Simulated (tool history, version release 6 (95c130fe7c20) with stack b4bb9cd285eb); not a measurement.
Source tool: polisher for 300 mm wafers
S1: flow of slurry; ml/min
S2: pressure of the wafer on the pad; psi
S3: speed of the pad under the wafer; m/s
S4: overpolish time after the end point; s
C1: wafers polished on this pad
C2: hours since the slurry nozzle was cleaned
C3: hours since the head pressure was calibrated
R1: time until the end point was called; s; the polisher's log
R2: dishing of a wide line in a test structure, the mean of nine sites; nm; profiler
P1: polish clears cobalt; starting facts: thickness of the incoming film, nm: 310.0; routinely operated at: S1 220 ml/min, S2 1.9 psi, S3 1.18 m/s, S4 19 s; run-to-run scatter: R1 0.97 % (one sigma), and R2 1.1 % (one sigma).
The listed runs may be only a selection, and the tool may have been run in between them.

{"run": 1, "hour": 11.1, "S1": 220, "S2": 1.9, "S3": 1.18, "S4": 19, "C1": 232, "C2": 329.1, "C3": 636, "R1": 49.765, "R2": 51.665}
{"run": 2, "hour": 22.6, "S1": 220, "S2": 1.9, "S3": 1.18, "S4": 19, "C1": 355, "C2": 340.6, "C3": 647.5, "R1": 49.106, "R2": 50.463}
{"run": 3, "hour": 31.5, "S1": 220, "S2": 1.9, "S3": 1.18, "S4": 10, "C1": 450, "C2": 349.5, "C3": 656.4, "R1": 48.946, "R2": 38.334}
{"run": 4, "hour": 46.0, "S1": 220, "S2": 1.9, "S3": 1.18, "S4": 19, "C1": 605, "C2": 364, "C3": 670.9, "R1": 49.535, "R2": 51.237}
{"run": 5, "hour": 62.8, "S1": 220, "S2": 1.9, "S3": 1.18, "S4": 19, "C1": 785, "C2": 380.8, "C3": 687.7, "R1": 49.604, "R2": 49.571}
{"run": 6, "hour": 72.1, "S1": 130, "S2": 1.9, "S3": 1.18, "S4": 19, "C1": 884, "C2": 390.1, "C3": 697, "R1": 53.419, "R2": 49.502}
{"run": 7, "hour": 82.4, "S1": 220, "S2": 1.9, "S3": 1.18, "S4": 35, "C1": 995, "C2": 400.4, "C3": 707.3, "R1": 48.638, "R2": 57.884}
{"run": 8, "hour": 101.3, "S1": 220, "S2": 1.9, "S3": 1.82, "S4": 19, "C1": 1197, "C2": 419.3, "C3": 726.2, "R1": 31.745, "R2": 56.129}
{"run": 9, "hour": 116.9, "S1": 325, "S2": 1.9, "S3": 1.18, "S4": 9, "C1": 1364, "C2": 434.9, "C3": 741.8, "R1": 46.748, "R2": 36.906}
{"run": 10, "hour": 125.2, "S1": 220, "S2": 2.8, "S3": 1.18, "S4": 19, "C1": 1452, "C2": 443.2, "C3": 750.1, "R1": 33.338, "R2": 55.9}
{"run": 11, "hour": 137.1, "S1": 220, "S2": 1.9, "S3": 0.54, "S4": 19, "C1": 1580, "C2": 455.1, "C3": 762, "R1": 107.35, "R2": 35.245}
{"run": 12, "hour": 151.6, "S1": 220, "S2": 1.3, "S3": 1.18, "S4": 19, "C1": 1735, "C2": 469.6, "C3": 776.5, "R1": 73.071, "R2": 44.023}
{"run": 13, "hour": 170.8, "S1": 220, "S2": 3, "S3": 0.76, "S4": 19, "C1": 1940, "C2": 488.8, "C3": 795.7, "R1": 48.525, "R2": 50.197}
{"run": 14, "hour": 183.8, "S1": 330, "S2": 1.9, "S3": 1.18, "S4": 19, "C1": 2079, "C2": 501.8, "C3": 808.7, "R1": 47.06, "R2": 52.4}
{"run": 15, "hour": 193.3, "S1": 220, "S2": 1.9, "S3": 1.18, "S4": 19, "C1": 2181, "C2": 511.3, "C3": 818.2, "R1": 49.351, "R2": 50.819}
{"run": 16, "hour": 205.1, "S1": 220, "S2": 1.9, "S3": 1.18, "S4": 19, "C1": 2307, "C2": 523.1, "C3": 830, "R1": 48.065, "R2": 50.944}
{"run": 17, "hour": 214.8, "S1": 220, "S2": 1.9, "S3": 1.18, "S4": 19, "C1": 2411, "C2": 532.8, "C3": 839.7, "R1": 49.591, "R2": 50.084}
{"run": 18, "hour": 225.4, "S1": 220, "S2": 1.9, "S3": 1.18, "S4": 19, "C1": 2524, "C2": 543.4, "C3": 850.3, "R1": 50.244, "R2": 50.8}
{"run": 19, "hour": 236.6, "S1": 220, "S2": 1.9, "S3": 1.18, "S4": 19, "C1": 2644, "C2": 554.6, "C3": 861.5, "R1": 51.051, "R2": 50.009}
{"hour": 243.2, "done": "head pressure recalibrated"}
{"run": 20, "hour": 248.4, "S1": 220, "S2": 1.9, "S3": 1.18, "S4": 19, "C1": 2770, "C2": 566.4, "C3": 5.3, "R1": 51.614, "R2": 49.899}
{"run": 21, "hour": 261.6, "S1": 220, "S2": 1.9, "S3": 1.18, "S4": 19, "C1": 2911, "C2": 579.6, "C3": 18.5, "R1": 52.529, "R2": 50.591}
{"run": 22, "hour": 275.1, "S1": 220, "S2": 1.9, "S3": 1.18, "S4": 19, "C1": 3055, "C2": 593.1, "C3": 32, "R1": 52.077, "R2": 48.377}
{"run": 23, "hour": 290.2, "S1": 220, "S2": 1.9, "S3": 1.18, "S4": 19, "C1": 3217, "C2": 608.2, "C3": 47.1, "R1": 52.19, "R2": 48.711}

What P1 gives has crept off from where it sat before. The 2 causes that follow fit the log equally well, each at the size noted:
A: removal rate lost through wear of the pad, % = 7.1
B: slurry flow missing at the pad, % = 38.3
Creep in the process output first set in at about hour 214.8.
What rules out each remaining cause:
head's pressure below its setpoint, %: work on it at hour 243.2, done after the drift set in, did not restore what the process gave before

The 4 check runs listed below each average the results of 3 wafers, and their outcomes are marked with question marks. Under which run would the listed causes produce clearly different results?
{"run": "check 1", "hour": 305.3, "S1": 220, "S2": 1.9, "S3": 0.54, "S4": 19, "R1": "?", "R2": "?"}
{"run": "check 2", "hour": 305.3, "S1": 220, "S2": 1.4, "S3": 1.18, "S4": 19, "R1": "?", "R2": "?"}
{"run": "check 3", "hour": 305.3, "S1": 130, "S2": 1.9, "S3": 1.18, "S4": 19, "R1": "?", "R2": "?"}
{"run": "check 4", "hour": 305.3, "S1": 220, "S2": 2.3, "S3": 1.18, "S4": 19, "R1": "?", "R2": "?"}

Expected result of each check under each candidate cause:
check=check_1 result=R1 if_A=115.32 if_B=115.33
check=check_1 result=R2 if_A=33.642 if_B=33.64
check=check_2 result=R1 if_A=71.621 if_B=71.625
check=check_2 result=R2 if_A=43.812 if_B=43.811
check=check_3 result=R1 if_A=57.286 if_B=59.936
check=check_3 result=R2 if_A=48.113 if_B=47.261
check=check_4 result=R1 if_A=43.596 if_B=43.598
check=check_4 result=R2 if_A=52.555 if_B=52.555
Per-check spread between the two closest causes, in the result where they differ most: check 1 0.01 %; check 2 0.01 %; check 3 4.52 %; check 4 0.01 %
Check 3 is the one run that separates the causes; every other check would come out nearly the same whichever cause is at work.

Check 3 was carried out, with these results: R1 60.301 s; R2 47.406 nm. Which of the listed causes is responsible?

B is the cause: slurry flow missing at the pad, %.
